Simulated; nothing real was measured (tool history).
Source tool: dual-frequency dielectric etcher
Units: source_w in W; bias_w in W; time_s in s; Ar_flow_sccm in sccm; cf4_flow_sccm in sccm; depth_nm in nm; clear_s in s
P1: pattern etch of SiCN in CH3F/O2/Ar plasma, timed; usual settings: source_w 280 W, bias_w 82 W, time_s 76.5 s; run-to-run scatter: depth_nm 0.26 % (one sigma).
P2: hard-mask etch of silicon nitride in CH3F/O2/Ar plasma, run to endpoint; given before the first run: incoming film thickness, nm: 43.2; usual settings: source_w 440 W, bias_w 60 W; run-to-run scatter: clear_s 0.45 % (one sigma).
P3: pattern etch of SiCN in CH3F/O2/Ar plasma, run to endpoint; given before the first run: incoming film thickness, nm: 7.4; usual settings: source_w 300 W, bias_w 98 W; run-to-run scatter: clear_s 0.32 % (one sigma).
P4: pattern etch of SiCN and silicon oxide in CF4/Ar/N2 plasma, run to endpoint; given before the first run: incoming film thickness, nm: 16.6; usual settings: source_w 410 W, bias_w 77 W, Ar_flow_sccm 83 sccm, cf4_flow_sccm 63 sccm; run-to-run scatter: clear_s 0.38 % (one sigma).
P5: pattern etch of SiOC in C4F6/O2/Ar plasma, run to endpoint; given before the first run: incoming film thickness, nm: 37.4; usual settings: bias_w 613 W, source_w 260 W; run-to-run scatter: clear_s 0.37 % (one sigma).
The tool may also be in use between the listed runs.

run	hour	process	source_w	bias_w	time_s	Ar_flow_sccm	cf4_flow_sccm	hours since the last wet clean	hours since the last source power generator calibration	hours since the last bias power generator calibration	depth_nm	clear_s
1	9.3	P1	280	82	76.5			87	2409.1	568.5	26.602	
2	18.2	P4	410	77		59	63	95.9	2418	577.4		19.107
3	24.6	P2	340	60				102.3	2424.4	583.8		71.94
4	29.9	P4	410	77		83	63	107.6	2429.7	589.1		20.104
5	35	P2	440	79				112.7	2434.8	594.2		59.061
6	43.2	P2	440	60				120.9	2443	602.4		64.434
# hour 45.5: source power generator calibrated
7	48.9	P1	280	109	76.5			126.6	3.4	608.1	29.676	
8	56.5	P4	410	77		83	46	134.2	11	615.7		20.929
9	65.7	P4	410	77		83	63	143.4	20.2	624.9		20.065
10	73.6	P5	260	613				151.3	28.1	632.8		13.366
11	80.6	P2	440	60				158.3	35.1	639.8		64.794
12	86.6	P1	280	82	76.5			164.3	41.1	645.8	26.696	
13	92.7	P5	180	613				170.4	47.2	651.9		15.236
14	97.9	P4	270	77		83	63	175.6	52.4	657.1		28.763
15	106.1	P1	380	82	76.5			183.8	60.6	665.3	30.026	
16	111.2	P4	410	91		83	63	188.9	65.7	670.4		18.99
17	115.6	P3	300	98				193.3	70.1	674.8		19.012
18	121.2	P1	390	82	42			198.9	75.7	680.4	16.485	
19	128	P5	260	382				205.7	82.5	687.2		15.89
20	136.9	P1	280	82	42			214.6	91.4	696.1	14.62	
21	141.5	P3	300	98				219.2	96	700.7		19.209
22	147.2	P3	300	78				224.9	101.7	706.4		20.985
23	154.7	P5	260	613				232.4	109.2	713.9		13.397
24	163.9	P1	280	82	76.5			241.6	118.4	723.1	26.594	
25	168.8	P1	220	82	76.5			246.5	123.3	728	24.393	
26	175.6	P3	420	98				253.3	130.1	734.8		16.927
27	180.8	P1	280	82	76.5			258.5	135.3	740	26.716	
28	187.9	P1	280	113	60.5			265.6	142.4	747.1	23.864	
29	193.2	P1	280	82	76.5			270.9	147.7	752.4	26.593	
30	198.1	P1	280	82	110			275.8	152.6	757.3	38.398	
31	202.7	P1	280	61	76.5			280.4	157.2	761.9	23.82	
32	208.5	P1	280	82	76.5			286.2	163	767.7	26.54	
33	217.5	P1	280	82	76.5			295.2	172	776.7	26.676	
34	224.9	P1	280	82	76.5			302.6	179.4	784.1	26.323	
35	230.4	P1	280	82	76.5			308.1	184.9	789.6	26.387	
# hour 237.6: wet clean of the chamber
36	238	P1	280	82	76.5			0.5	192.5	797.2	26.208	
37	243.3	P1	280	82	76.5			5.8	197.8	802.5	26.32	
38	249.7	P1	280	82	76.5			12.2	204.2	808.9	26.227	
39	254.9	P1	280	82	76.5			17.4	209.4	814.1	26.148	
40	260.4	P1	280	82	76.5			22.9	214.9	819.6	26.193	
41	268.6	P1	280	82	76.5			31.1	223.1	827.8	26.204	
42	273.2	P1	280	82	76.5			35.7	227.7	832.4	26.252	

What P1 gives has crept off from where it sat before. The 2 causes that follow fit the log equally well, each at the size noted:
A: bias power that arrives under what is set, % = 4.3
B: source power that arrives under what is set, % = 4.31
The gradual shift began around hour 217.5.
Ruled out, with reasons:
chamber walls in a state that lowers the etch rate, %: maintenance at hour 237.6, after the shift began, did not return the process to its former output

The 4 check runs listed below each average the results of 2 wafers, and their outcomes are marked with question marks. Under which run would the listed causes produce clearly different results?
check 1	277.8	P3	300	98								?
check 2	277.8	P5	260	613								?
check 3	277.8	P2	440	60								?
check 4	277.8	P4	410	77		83	63					?

What every check run would give for each of its results, assuming each possible cause in turn:
check	result	if A	if B
check 1	clear_s	19.506	19.495
check 2	clear_s	13.585	13.569
check 3	clear_s	65.573	65.752
check 4	clear_s	20.372	20.865
How far apart the two closest causes lie, in the result that separates them most: check 1 0.06 %; check 2 0.11 %; check 3 0.27 %; check 4 2.39 %
The other checks would show nearly matching results whichever cause is true, so check 4 is the only one that separates the causes.

Here is what check 4 returned: clear_s 20.421 s. Which cause is it?

It is A: bias power that arrives under what is set, %.

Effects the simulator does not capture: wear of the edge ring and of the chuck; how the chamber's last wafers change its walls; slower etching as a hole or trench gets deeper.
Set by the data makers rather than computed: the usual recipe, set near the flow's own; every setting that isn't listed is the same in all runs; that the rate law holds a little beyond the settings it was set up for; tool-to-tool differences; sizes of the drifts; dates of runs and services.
